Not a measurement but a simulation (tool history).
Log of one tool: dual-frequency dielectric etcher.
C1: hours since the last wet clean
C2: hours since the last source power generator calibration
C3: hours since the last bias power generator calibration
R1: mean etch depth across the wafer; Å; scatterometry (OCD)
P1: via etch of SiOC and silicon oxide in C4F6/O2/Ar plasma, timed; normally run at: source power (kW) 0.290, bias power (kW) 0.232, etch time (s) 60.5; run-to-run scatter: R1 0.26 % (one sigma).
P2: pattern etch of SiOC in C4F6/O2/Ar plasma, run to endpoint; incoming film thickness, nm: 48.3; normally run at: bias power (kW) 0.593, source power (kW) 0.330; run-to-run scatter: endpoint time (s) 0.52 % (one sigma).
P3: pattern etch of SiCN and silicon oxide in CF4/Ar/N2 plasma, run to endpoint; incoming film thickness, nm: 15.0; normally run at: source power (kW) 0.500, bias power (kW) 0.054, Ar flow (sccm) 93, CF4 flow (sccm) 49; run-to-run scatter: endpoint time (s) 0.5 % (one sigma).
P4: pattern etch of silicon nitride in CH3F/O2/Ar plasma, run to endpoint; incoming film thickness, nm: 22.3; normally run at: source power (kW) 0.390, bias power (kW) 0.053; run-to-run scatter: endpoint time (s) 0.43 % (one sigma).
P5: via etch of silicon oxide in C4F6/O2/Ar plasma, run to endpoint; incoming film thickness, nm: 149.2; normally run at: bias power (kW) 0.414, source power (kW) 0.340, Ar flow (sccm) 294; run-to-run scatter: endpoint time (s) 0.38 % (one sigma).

{"run": 1, "hour": 5.4, "process that ran": "P1", "source power (kW)": 0.29, "bias power (kW)": 0.232, "etch time (s)": 60.5, "C1": 101.8, "C2": 1103.0, "C3": 1587.1, "R1": 650.33}
{"run": 2, "hour": 8.7, "process that ran": "P3", "source power (kW)": 0.5, "bias power (kW)": 0.034, "Ar flow (sccm)": 93, "CF4 flow (sccm)": 49, "C1": 105.1, "C2": 1106.3, "C3": 1590.4, "endpoint time (s)": 21.611}
{"run": 3, "hour": 11.9, "process that ran": "P5", "source power (kW)": 0.34, "bias power (kW)": 0.414, "Ar flow (sccm)": 216, "C1": 108.3, "C2": 1109.5, "C3": 1593.6, "endpoint time (s)": 36.193}
{"run": 4, "hour": 16.8, "process that ran": "P1", "source power (kW)": 0.29, "bias power (kW)": 0.232, "etch time (s)": 60.5, "C1": 113.2, "C2": 1114.4, "C3": 1598.5, "R1": 655.04}
{"run": 5, "hour": 21.0, "process that ran": "P1", "source power (kW)": 0.38, "bias power (kW)": 0.232, "etch time (s)": 46.5, "C1": 117.4, "C2": 1118.6, "C3": 1602.7, "R1": 554.32}
{"run": 6, "hour": 24.4, "process that ran": "P5", "source power (kW)": 0.34, "bias power (kW)": 0.278, "Ar flow (sccm)": 294, "C1": 120.8, "C2": 1122.0, "C3": 1606.1, "endpoint time (s)": 43.302}
{"run": 7, "hour": 29.0, "process that ran": "P3", "source power (kW)": 0.5, "bias power (kW)": 0.054, "Ar flow (sccm)": 93, "CF4 flow (sccm)": 49, "C1": 125.4, "C2": 1126.6, "C3": 1610.7, "endpoint time (s)": 18.45}
{"hour": 31.5, "done": "wet clean of the chamber"}
{"run": 8, "hour": 34.4, "process that ran": "P2", "source power (kW)": 0.33, "bias power (kW)": 0.593, "C1": 3.0, "C2": 1132.0, "C3": 1616.1, "endpoint time (s)": 16.105}
{"run": 9, "hour": 39.9, "process that ran": "P2", "source power (kW)": 0.33, "bias power (kW)": 0.768, "C1": 8.5, "C2": 1137.5, "C3": 1621.6, "endpoint time (s)": 14.666}
{"run": 10, "hour": 45.4, "process that ran": "P1", "source power (kW)": 0.39, "bias power (kW)": 0.232, "etch time (s)": 60.5, "C1": 14.0, "C2": 1143.0, "C3": 1627.1, "R1": 733.6}
{"run": 11, "hour": 48.0, "process that ran": "P5", "source power (kW)": 0.22, "bias power (kW)": 0.414, "Ar flow (sccm)": 294, "C1": 16.6, "C2": 1145.6, "C3": 1629.7, "endpoint time (s)": 43.984}
{"run": 12, "hour": 52.7, "process that ran": "P1", "source power (kW)": 0.29, "bias power (kW)": 0.175, "etch time (s)": 60.5, "C1": 21.3, "C2": 1150.3, "C3": 1634.4, "R1": 592.54}
{"run": 13, "hour": 58.3, "process that ran": "P1", "source power (kW)": 0.24, "bias power (kW)": 0.167, "etch time (s)": 60.5, "C1": 26.9, "C2": 1155.9, "C3": 1640.0, "R1": 542.68}
{"run": 14, "hour": 63.4, "process that ran": "P4", "source power (kW)": 0.39, "bias power (kW)": 0.053, "C1": 32.0, "C2": 1161.0, "C3": 1645.1, "endpoint time (s)": 35.661}
{"run": 15, "hour": 67.2, "process that ran": "P5", "source power (kW)": 0.34, "bias power (kW)": 0.414, "Ar flow (sccm)": 294, "C1": 35.8, "C2": 1164.8, "C3": 1648.9, "endpoint time (s)": 37.818}
{"run": 16, "hour": 70.6, "process that ran": "P4", "source power (kW)": 0.51, "bias power (kW)": 0.053, "C1": 39.2, "C2": 1168.2, "C3": 1652.3, "endpoint time (s)": 31.791}
{"run": 17, "hour": 74.8, "process that ran": "P1", "source power (kW)": 0.29, "bias power (kW)": 0.232, "etch time (s)": 36.0, "C1": 43.4, "C2": 1172.4, "C3": 1656.5, "R1": 388.88}
{"run": 18, "hour": 78.0, "process that ran": "P1", "source power (kW)": 0.29, "bias power (kW)": 0.232, "etch time (s)": 88.5, "C1": 46.6, "C2": 1175.6, "C3": 1659.7, "R1": 958.14}
{"run": 19, "hour": 83.4, "process that ran": "P1", "source power (kW)": 0.29, "bias power (kW)": 0.232, "etch time (s)": 60.5, "C1": 52.0, "C2": 1181.0, "C3": 1665.1, "R1": 653.82}
{"run": 20, "hour": 89.1, "process that ran": "P2", "source power (kW)": 0.33, "bias power (kW)": 0.593, "C1": 57.7, "C2": 1186.7, "C3": 1670.8, "endpoint time (s)": 16.084}
{"run": 21, "hour": 93.4, "process that ran": "P1", "source power (kW)": 0.29, "bias power (kW)": 0.232, "etch time (s)": 60.5, "C1": 62.0, "C2": 1191.0, "C3": 1675.1, "R1": 654.94}
{"run": 22, "hour": 99.0, "process that ran": "P3", "source power (kW)": 0.5, "bias power (kW)": 0.054, "Ar flow (sccm)": 121, "CF4 flow (sccm)": 49, "C1": 67.6, "C2": 1196.6, "C3": 1680.7, "endpoint time (s)": 19.555}
{"run": 23, "hour": 104.5, "process that ran": "P1", "source power (kW)": 0.29, "bias power (kW)": 0.286, "etch time (s)": 60.5, "C1": 73.1, "C2": 1202.1, "C3": 1686.2, "R1": 704.17}
{"run": 24, "hour": 107.6, "process that ran": "P3", "source power (kW)": 0.6, "bias power (kW)": 0.054, "Ar flow (sccm)": 93, "CF4 flow (sccm)": 49, "C1": 76.2, "C2": 1205.2, "C3": 1689.3, "endpoint time (s)": 15.84}
{"run": 25, "hour": 111.2, "process that ran": "P1", "source power (kW)": 0.4, "bias power (kW)": 0.232, "etch time (s)": 43.5, "C1": 79.8, "C2": 1208.8, "C3": 1692.9, "R1": 529.29}
{"run": 26, "hour": 114.6, "process that ran": "P1", "source power (kW)": 0.19, "bias power (kW)": 0.232, "etch time (s)": 60.5, "C1": 83.2, "C2": 1212.2, "C3": 1696.3, "R1": 555.31}
{"run": 27, "hour": 118.0, "process that ran": "P3", "source power (kW)": 0.5, "bias power (kW)": 0.054, "Ar flow (sccm)": 93, "CF4 flow (sccm)": 58, "C1": 86.6, "C2": 1215.6, "C3": 1699.7, "endpoint time (s)": 18.131}
{"run": 28, "hour": 123.9, "process that ran": "P1", "source power (kW)": 0.29, "bias power (kW)": 0.232, "etch time (s)": 60.5, "C1": 92.5, "C2": 1221.5, "C3": 1705.6, "R1": 651.29}
{"run": 29, "hour": 126.6, "process that ran": "P2", "source power (kW)": 0.39, "bias power (kW)": 0.593, "C1": 95.2, "C2": 1224.2, "C3": 1708.3, "endpoint time (s)": 15.268}
{"run": 30, "hour": 130.5, "process that ran": "P4", "source power (kW)": 0.39, "bias power (kW)": 0.038, "C1": 99.1, "C2": 1228.1, "C3": 1712.2, "endpoint time (s)": 39.242}
{"run": 31, "hour": 133.7, "process that ran": "P1", "source power (kW)": 0.29, "bias power (kW)": 0.232, "etch time (s)": 60.5, "C1": 102.3, "C2": 1231.3, "C3": 1715.4, "R1": 654.12}
{"run": 32, "hour": 136.4, "process that ran": "P1", "source power (kW)": 0.29, "bias power (kW)": 0.232, "etch time (s)": 60.5, "C1": 105.0, "C2": 1234.0, "C3": 1718.1, "R1": 654.96}
{"run": 33, "hour": 141.6, "process that ran": "P1", "source power (kW)": 0.29, "bias power (kW)": 0.232, "etch time (s)": 60.5, "C1": 110.2, "C2": 1239.2, "C3": 1723.3, "R1": 657.5}
{"hour": 145.9, "done": "wet clean of the chamber"}
{"run": 34, "hour": 147.5, "process that ran": "P1", "source power (kW)": 0.29, "bias power (kW)": 0.232, "etch time (s)": 60.5, "C1": 1.7, "C2": 1245.1, "C3": 1729.2, "R1": 663.55}
{"run": 35, "hour": 150.8, "process that ran": "P1", "source power (kW)": 0.29, "bias power (kW)": 0.232, "etch time (s)": 60.5, "C1": 5.0, "C2": 1248.4, "C3": 1732.5, "R1": 660.19}
{"run": 36, "hour": 154.2, "process that ran": "P1", "source power (kW)": 0.29, "bias power (kW)": 0.232, "etch time (s)": 60.5, "C1": 8.4, "C2": 1251.8, "C3": 1735.9, "R1": 662.98}
{"run": 37, "hour": 160.0, "process that ran": "P1", "source power (kW)": 0.29, "bias power (kW)": 0.232, "etch time (s)": 60.5, "C1": 14.2, "C2": 1257.6, "C3": 1741.7, "R1": 658.81}
{"run": 38, "hour": 163.0, "process that ran": "P1", "source power (kW)": 0.29, "bias power (kW)": 0.232, "etch time (s)": 60.5, "C1": 17.2, "C2": 1260.6, "C3": 1744.7, "R1": 661.86}

The next listed run, before its measurement:
{"run": 39, "hour": 167.7, "process that ran": "P1", "source power (kW)": 0.29, "bias power (kW)": 0.232, "etch time (s)": 60.5, "C1": 21.9, "C2": 1265.3, "C3": 1749.4, "R1": "?"}

R1: 663.52 Å

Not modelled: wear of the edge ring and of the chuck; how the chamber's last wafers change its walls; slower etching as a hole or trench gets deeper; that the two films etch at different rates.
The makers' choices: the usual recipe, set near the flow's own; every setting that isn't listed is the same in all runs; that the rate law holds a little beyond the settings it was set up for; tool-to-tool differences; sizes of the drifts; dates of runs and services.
